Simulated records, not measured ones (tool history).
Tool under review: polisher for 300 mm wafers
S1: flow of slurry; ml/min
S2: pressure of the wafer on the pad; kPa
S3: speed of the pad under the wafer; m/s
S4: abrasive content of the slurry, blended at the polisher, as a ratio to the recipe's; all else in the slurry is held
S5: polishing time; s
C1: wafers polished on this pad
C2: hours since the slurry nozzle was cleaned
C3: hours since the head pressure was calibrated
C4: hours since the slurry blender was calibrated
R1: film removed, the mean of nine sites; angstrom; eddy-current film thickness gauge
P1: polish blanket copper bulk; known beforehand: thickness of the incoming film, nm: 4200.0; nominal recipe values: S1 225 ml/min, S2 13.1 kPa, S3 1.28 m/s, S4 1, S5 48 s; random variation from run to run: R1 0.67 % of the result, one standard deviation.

| run | hour | S1 | S2 | S3 | S4 | S5 | C1 | C2 | C3 | C4 | R1 |
|---|---|---|---|---|---|---|---|---|---|---|---|
| 1 | 11.2 | 225 | 13.1 | 1.28 | 1 | 48 | 331 | 161.3 | 52.8 | 143.8 | 3709.2 |
| 2 | 19 | 225 | 13.1 | 1.28 | 0.7 | 48 | 393 | 169.1 | 60.6 | 151.6 | 3429.6 |
| 3 | 30.3 | 355 | 13.1 | 1.28 | 1 | 48 | 483 | 180.4 | 71.9 | 162.9 | 3838.9 |
| 4 | 45.5 | 135 | 13.1 | 1.28 | 1 | 48 | 605 | 195.6 | 87.1 | 178.1 | 3402.7 |
| 5 | 55.8 | 225 | 13.1 | 1.28 | 0.55 | 73 | 687 | 205.9 | 97.4 | 188.4 | 4989.6 |
| 6 | 65.6 | 135 | 13.1 | 1.76 | 1 | 48 | 766 | 215.7 | 107.2 | 198.2 | 4699.3 |
| 7 | 72.3 | 225 | 13.1 | 1.9 | 1 | 48 | 819 | 222.4 | 113.9 | 204.9 | 5496.4 |
| 8 | 84.7 | 225 | 13.1 | 1.28 | 1 | 48 | 918 | 234.8 | 126.3 | 217.3 | 3691.2 |
| 9 | 97.8 | 225 | 13.1 | 1.28 | 1 | 31 | 1023 | 247.9 | 139.4 | 230.4 | 2367 |
| 10 | 105.2 | 225 | 13.1 | 1.28 | 1 | 70 | 1082 | 255.3 | 146.8 | 237.8 | 5355 |
| 11 | 115.8 | 225 | 13.1 | 0.6 | 1 | 48 | 1167 | 265.9 | 157.4 | 248.4 | 1748.2 |
| 12 | 124.1 | 225 | 6.9 | 1.28 | 1 | 48 | 1233 | 274.2 | 165.7 | 256.7 | 1940.6 |
| 13 | 131.8 | 225 | 17.9 | 1.28 | 1 | 48 | 1295 | 281.9 | 173.4 | 264.4 | 5027.4 |
| 14 | 139.8 | 225 | 13.1 | 1.28 | 1 | 48 | 1359 | 289.9 | 181.4 | 272.4 | 3664.1 |
| 15 | 151 | 225 | 13.1 | 1.28 | 1.3 | 48 | 1449 | 301.1 | 192.6 | 283.6 | 3899.1 |
| 16 | 162.3 | 225 | 13.1 | 1.28 | 1 | 48 | 1539 | 312.4 | 203.9 | 294.9 | 3685.8 |
| 17 | 171.2 | 225 | 13.1 | 1.28 | 1 | 48 | 1610 | 321.3 | 212.8 | 303.8 | 3683.1 |
| 18 | 180.2 | 225 | 13.1 | 1.28 | 1 | 48 | 1682 | 330.3 | 221.8 | 312.8 | 3665.3 |
| 19 | 193.4 | 225 | 13.1 | 1.28 | 1 | 48 | 1788 | 343.5 | 235 | 326 | 3602.1 |
| 20 | 205.1 | 225 | 13.1 | 1.28 | 1 | 48 | 1881 | 355.2 | 246.7 | 337.7 | 3471 |
|  | 211.1 | worn pad replaced by a new one |
| 21 | 215.4 | 225 | 13.1 | 1.28 | 1 | 48 | 34 | 365.5 | 257 | 348 | 3473.1 |
|  | 224.1 | head pressure recalibrated |
| 22 | 228.1 | 225 | 13.1 | 1.28 | 1 | 48 | 136 | 378.2 | 4 | 360.7 | 3440.7 |
| 23 | 235.3 | 225 | 13.1 | 1.28 | 1 | 48 | 194 | 385.4 | 11.2 | 367.9 | 3394.7 |
| 24 | 246.9 | 225 | 13.1 | 1.28 | 1 | 48 | 286 | 397 | 22.8 | 379.5 | 3439.5 |

What P1 gives has crept away from where it was. These 2 causes fit the log equally well, each at the size given:
A: abrasive missing from the slurry, % = 28.4
B: slurry flow missing at the pad, % = 37.4
The onset of the drift is placed at about hour 180.2.
Every other cause this tool's parts could produce, and why it does not fit the log:
removal rate lost through wear of the pad, %: its service at hour 211.1 followed the start of the drift and did not put the process back to its old value
head's pressure below its setpoint, %: its service at hour 224.1 followed the start of the drift and did not put the process back to its old value

Each of the check runs listed below is run on 3 wafers and reports their average, with the results left as question marks. Pick the one under which the possible causes would lead to clearly different results.
| check 1 | 258.5 | 225 | 13.1 | 0.8 | 1 | 48 |  |  |  |  | ? |
| check 2 | 258.5 | 225 | 9 | 1.28 | 1 | 36 |  |  |  |  | ? |
| check 3 | 258.5 | 155 | 13.1 | 1.28 | 1 | 32 |  |  |  |  | ? |
| check 4 | 258.5 | 225 | 13.1 | 0.86 | 1 | 48 |  |  |  |  | ? |

Check results expected under each cause:
| check | result | if A | if B |
|---|---|---|---|
| check 1 | R1 | 2147.3 | 2147.4 |
| check 2 | R1 | 1763 | 1763.1 |
| check 3 | R1 | 2171.8 | 2110.7 |
| check 4 | R1 | 2308.3 | 2308.5 |
Minimum pairwise separation of causes per check, each pair taken at its best-separating result: check 1 0.01 %; check 2 0.01 %; check 3 2.85 %; check 4 0.01 %
The causes can be told apart only by check 3. The other checks would give nearly the same results under each of them.

Check 3 has now been run. It gave: R1 2103.7 angstrom. Which of the candidate causes is it?

Of the candidate causes, it is B: slurry flow missing at the pad, %.
